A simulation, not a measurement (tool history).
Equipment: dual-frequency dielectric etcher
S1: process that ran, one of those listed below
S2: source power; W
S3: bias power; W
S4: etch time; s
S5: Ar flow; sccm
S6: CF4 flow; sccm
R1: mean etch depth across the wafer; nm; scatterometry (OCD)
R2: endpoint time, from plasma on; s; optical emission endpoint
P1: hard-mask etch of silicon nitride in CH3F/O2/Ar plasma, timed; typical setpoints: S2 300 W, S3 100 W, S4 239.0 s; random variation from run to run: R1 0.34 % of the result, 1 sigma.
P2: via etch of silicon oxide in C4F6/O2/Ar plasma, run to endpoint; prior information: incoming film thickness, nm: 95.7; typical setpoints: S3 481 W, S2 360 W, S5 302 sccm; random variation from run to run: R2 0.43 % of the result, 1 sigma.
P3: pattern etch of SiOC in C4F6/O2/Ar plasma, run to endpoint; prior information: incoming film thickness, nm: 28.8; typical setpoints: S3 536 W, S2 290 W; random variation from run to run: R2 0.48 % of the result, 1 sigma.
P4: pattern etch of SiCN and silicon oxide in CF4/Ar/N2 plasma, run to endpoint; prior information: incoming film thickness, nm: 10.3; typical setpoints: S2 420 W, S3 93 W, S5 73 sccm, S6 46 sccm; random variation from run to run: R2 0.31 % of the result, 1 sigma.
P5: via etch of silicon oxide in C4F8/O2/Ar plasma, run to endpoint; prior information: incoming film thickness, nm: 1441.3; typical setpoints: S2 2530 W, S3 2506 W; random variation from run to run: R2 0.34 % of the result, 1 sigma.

run,hour,S1,S2,S3,S4,S5,S6,R1,R2
1,4.8,P1,300,100,239.0,,,168.930,
2,9.6,P1,300,75,352.0,,,225.370,
3,12.3,P4,420,93,,73,46,,11.7630
4,16.5,P1,410,100,287.0,,,227.540,
5,21.4,P1,240,100,239.0,,,155.970,
6,26.7,P1,300,132,151.5,,,119.940,
7,31.2,P5,2530,3390,,,,,230.7800
8,34.2,P2,360,481,,383,,,22.1450
9,38.0,P4,420,93,,73,46,,11.7630
10,43.4,P3,290,384,,,,,11.9680
11,47.6,P1,300,100,131.5,,,92.937,
12,50.9,P5,1990,2506,,,,,278.5900
13,55.9,P1,300,100,301.0,,,211.520,
14,61.1,P1,390,100,239.0,,,185.740,
15,67.0,P4,420,93,,73,28,,12.6970
16,72.2,P1,300,100,239.0,,,168.680,
17,77.8,P2,360,298,,302,,,25.6150
18,82.6,P1,300,63,239.0,,,142.440,
19,87.4,P4,580,93,,73,46,,8.8665
20,92.4,P1,300,100,239.0,,,168.890,
21,97.1,P2,250,481,,302,,,24.5870
22,99.9,P3,400,536,,,,,9.4522
23,103.0,P1,300,100,239.0,,,168.730,
24,105.6,P2,360,481,,302,,,21.5440
25,108.6,P4,420,93,,101,46,,12.3200
26,111.9,P5,2530,2506,,,,,251.8200
27,115.0,P1,300,122,239.0,,,182.420,
28,117.6,P3,290,536,,,,,10.6410
29,123.4,P4,420,130,,73,46,,10.4130
30,129.0,P1,300,100,239.0,,,169.380,
31,134.1,P1,300,100,239.0,,,168.270,
32,139.5,P1,300,100,239.0,,,167.620,
33,142.1,P1,300,100,239.0,,,167.160,
34,147.2,P1,300,100,239.0,,,166.500,
# hour 151.8: wet clean of the chamber
35,152.7,P1,300,100,239.0,,,164.670,
36,158.0,P1,300,100,239.0,,,165.730,
37,164.0,P1,300,100,239.0,,,165.550,
38,168.6,P1,300,100,239.0,,,166.930,
39,173.0,P1,300,100,239.0,,,165.480,

Something has made what P1 gives creep away from where it was; the 2 causes below, each at its own stated size, fit the log equally well:
A: bias power that arrives under what is set, % = 4.49
B: source power that arrives under what is set, % = 4.53
The gradual shift began around hour 134.1.
The rest of the possible causes, and what rules out each one:
chamber walls in a state that lowers the etch rate, %: serviced at hour 151.8, which brought nothing back

Which of the 4 check runs listed below separates the causes, so that each cause would produce a clearly different result? Each run uses one wafer, and its results are marked with question marks.
check 1,177.4,P2,360,382,,348,,,?
check 2,177.4,P3,380,419,,,,,?
check 3,177.4,P4,550,128,,73,46,,?
check 4,177.4,P5,2060,2506,,,,,?

What every check run would give for each of its results, assuming each possible cause in turn:
check,result,if A,if B
check 1,R2,24.2230,24.2410
check 2,R2,10.7470,10.7530
check 3,R2,8.4001,8.5963
check 4,R2,277.6700,278.9500
Per check, the gap between the least separated pair of causes, taken in the result that splits them most: check 1 0.07 %; check 2 0.05 %; check 3 2.31 %; check 4 0.46 %
Check 3 is the one run that separates the causes; every other check would come out nearly the same whichever cause is at work.

Check 3 has now been run. It gave: R2 8.6143 s. Which of the candidate causes is it?

It was cause B: source power that arrives under what is set, %.
